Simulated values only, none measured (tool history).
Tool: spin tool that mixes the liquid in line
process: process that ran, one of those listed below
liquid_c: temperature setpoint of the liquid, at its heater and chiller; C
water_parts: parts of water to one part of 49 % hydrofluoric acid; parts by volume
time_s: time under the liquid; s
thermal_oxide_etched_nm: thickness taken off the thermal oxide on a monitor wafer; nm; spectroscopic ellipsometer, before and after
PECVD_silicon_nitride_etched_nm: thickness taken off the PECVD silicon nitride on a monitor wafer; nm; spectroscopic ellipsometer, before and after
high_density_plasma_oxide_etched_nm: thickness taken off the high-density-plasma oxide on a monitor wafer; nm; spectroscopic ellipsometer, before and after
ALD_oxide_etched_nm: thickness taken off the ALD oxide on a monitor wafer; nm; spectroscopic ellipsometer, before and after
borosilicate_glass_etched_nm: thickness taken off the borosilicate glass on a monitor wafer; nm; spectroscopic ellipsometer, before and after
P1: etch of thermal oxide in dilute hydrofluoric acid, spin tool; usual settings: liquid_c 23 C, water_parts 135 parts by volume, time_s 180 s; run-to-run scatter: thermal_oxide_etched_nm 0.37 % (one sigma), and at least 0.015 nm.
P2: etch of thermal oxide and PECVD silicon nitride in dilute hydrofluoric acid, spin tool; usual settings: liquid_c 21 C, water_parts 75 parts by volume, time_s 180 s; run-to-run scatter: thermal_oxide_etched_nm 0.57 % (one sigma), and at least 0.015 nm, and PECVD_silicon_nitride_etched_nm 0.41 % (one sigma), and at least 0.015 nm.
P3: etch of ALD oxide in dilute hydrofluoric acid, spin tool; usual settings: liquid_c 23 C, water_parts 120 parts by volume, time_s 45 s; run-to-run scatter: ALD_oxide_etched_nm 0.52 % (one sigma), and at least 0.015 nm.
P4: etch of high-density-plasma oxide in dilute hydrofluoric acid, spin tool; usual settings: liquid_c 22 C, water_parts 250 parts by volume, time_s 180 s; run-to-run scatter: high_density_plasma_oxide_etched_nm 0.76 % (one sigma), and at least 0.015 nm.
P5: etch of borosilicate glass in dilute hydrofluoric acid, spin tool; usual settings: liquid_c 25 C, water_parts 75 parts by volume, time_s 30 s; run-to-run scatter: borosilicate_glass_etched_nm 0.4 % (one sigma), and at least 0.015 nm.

run   hour  process  liquid_c  water_parts  time_s  hours since the thermometer was replaced  hours since the hydrofluoric acid flow meter was replaced  thermal_oxide_etched_nm  PECVD_silicon_nitride_etched_nm  high_density_plasma_oxide_etched_nm  ALD_oxide_etched_nm  borosilicate_glass_etched_nm
  1    6.4       P1        23          135     180                                     954.6                                                      631.7                   5.9103
  2     17       P1      28.5          135     180                                     965.2                                                      642.3                   7.3411
  3   24.2       P2        21          115     180                                     972.4                                                      649.5                   6.3034                           7.3841
  4   30.1       P4        22          435     180                                     978.3                                                      655.4                                                                                         1.3489
  5   40.9       P3      28.5          120      45                                     989.1                                                      666.2                                                                                                              6.9756
  6   46.4       P1        23          135     180                                     994.6                                                      671.7                   5.9528
  7   57.2       P1        23          135      80                                    1005.4                                                      682.5                   2.6724
  8   63.7       P5        31           75      30                                    1011.9                                                        689                                                                                                                                            16.087
  9   68.5       P1        17          135     180                                    1016.7                                                      693.8                   4.6762
 10   77.7       P2        21           75      15                                    1025.9                                                        703                  0.82089                          0.96801
      79.4  -- thermometer replaced
 11   85.9       P4        22          250     180                                       6.6                                                      711.2                                                                                         2.7856
 12   91.7       P2        17           75     180                                      12.4                                                        717                   8.5273                           8.5156
 13  100.9       P1      18.5          210     180                                      21.6                                                      726.2                   2.9795
 14    109       P3        23          120      45                                      29.7                                                      734.3                                                                                                              5.6414
 15  113.8       P5        25           75      15                                      34.5                                                      739.1                                                                                                                                             6.394
 16  119.5       P1        23          135     180                                      40.2                                                      744.8                   5.9804
 17    125       P1        23          250     180                                      45.7                                                      750.3                   2.8146
 18  133.6       P2        21           75     180                                      54.3                                                      758.9                    10.26                           11.224
 19  140.2       P5        25           75      30                                      60.9                                                      765.5                                                                                                                                            12.749
 20  147.3       P4        22          250      90                                        68                                                      772.6                                                                                         1.4023
 21    154       P1      19.5          205     180                                      74.7                                                      779.3                    3.182
 22  163.2       P3        23          190      45                                      83.9                                                      788.5                                                                                                              3.2631
 23  171.9       P3        23          120      15                                      92.6                                                      797.2                                                                                                              1.8824
 24  181.3       P5        25           25      30                                       102                                                      806.6                                                                                                                                            40.667
 25  186.7       P4      26.5          250     180                                     107.4                                                        812                                                                                         3.2951
 26  193.9       P1        23           60     180                                     114.6                                                      819.2                   14.701
 27  203.3       P1        23          135     315                                       124                                                      828.6                   10.387
 28    214       P1        23          135     180                                     134.7                                                      839.3                   5.9723
 29  220.3       P2        21           75     180                                       141                                                      845.6                   10.177                            11.15
 30  227.3       P1        23          135     180                                       148                                                      852.6                   5.9628
 31  234.7       P1        23          135     180                                     155.4                                                        860                   6.0856
 32    245       P1        23          135     180                                     165.7                                                      870.3                   6.3654
 33  253.6       P1        23          135     180                                     174.3                                                      878.9                   6.4049
 34  262.7       P1        23          135     180                                     183.4                                                        888                   6.4257
 35    268       P1        23          135     180                                     188.7                                                      893.3                    6.467
 36  275.5       P1        23          135     180                                     196.2                                                      900.8                     6.46
 37  284.4       P1        23          135     180                                     205.1                                                      909.7                    6.454
 38    290       P1        23          135     180                                     210.7                                                      915.3                    6.487
 39  297.6       P1        23          135     180                                     218.3                                                      922.9                    6.544
 40  305.2       P1        23          135     180                                     225.9                                                      930.5                   6.5434

What P1 gives has crept away from where it was. These 2 causes fit the log equally well, each at the size given:
A: hydrofluoric acid flow above the setpoint (%) = 8.43
B: liquid hotter than its thermometer reads (K) = 2.42
The creep began at about hour 227.3.

4 check runs are offered, one wafer each, their results left as question marks. Which one tells the causes apart?
check 1  312.8       P5        25           75      30                                                                                                                                                                                                                                                      ?
check 2  312.8       P2        21           75     180                                                                                                                             ?                                ?
check 3  312.8       P3        23          120      45                                                                                                                                                                                                                        ?
check 4  312.8       P4        22          250     180                                                                                                                                                                                                   ?

What each check would give under each cause:
  check                               result    if A    if B
check 1         borosilicate_glass_etched_nm  13.891  13.992
check 2              thermal_oxide_etched_nm  11.052  11.177
check 2      PECVD_silicon_nitride_etched_nm  12.186   13.26
check 3                  ALD_oxide_etched_nm  6.1558  6.1708
check 4  high_density_plasma_oxide_etched_nm  3.1009  3.0619
How far apart the two closest causes lie, in the result that separates them most: check 1 0.73 %; check 2 8.44 %; check 3 0.24 %; check 4 1.27 %
Check 2 tells the causes apart: in the others they would give nearly the same result.

Check 2 was then run and gave: thermal_oxide_etched_nm 11.036 nm; PECVD_silicon_nitride_etched_nm 12.169 nm. Which cause is it?

It is A: hydrofluoric acid flow above the setpoint (%).

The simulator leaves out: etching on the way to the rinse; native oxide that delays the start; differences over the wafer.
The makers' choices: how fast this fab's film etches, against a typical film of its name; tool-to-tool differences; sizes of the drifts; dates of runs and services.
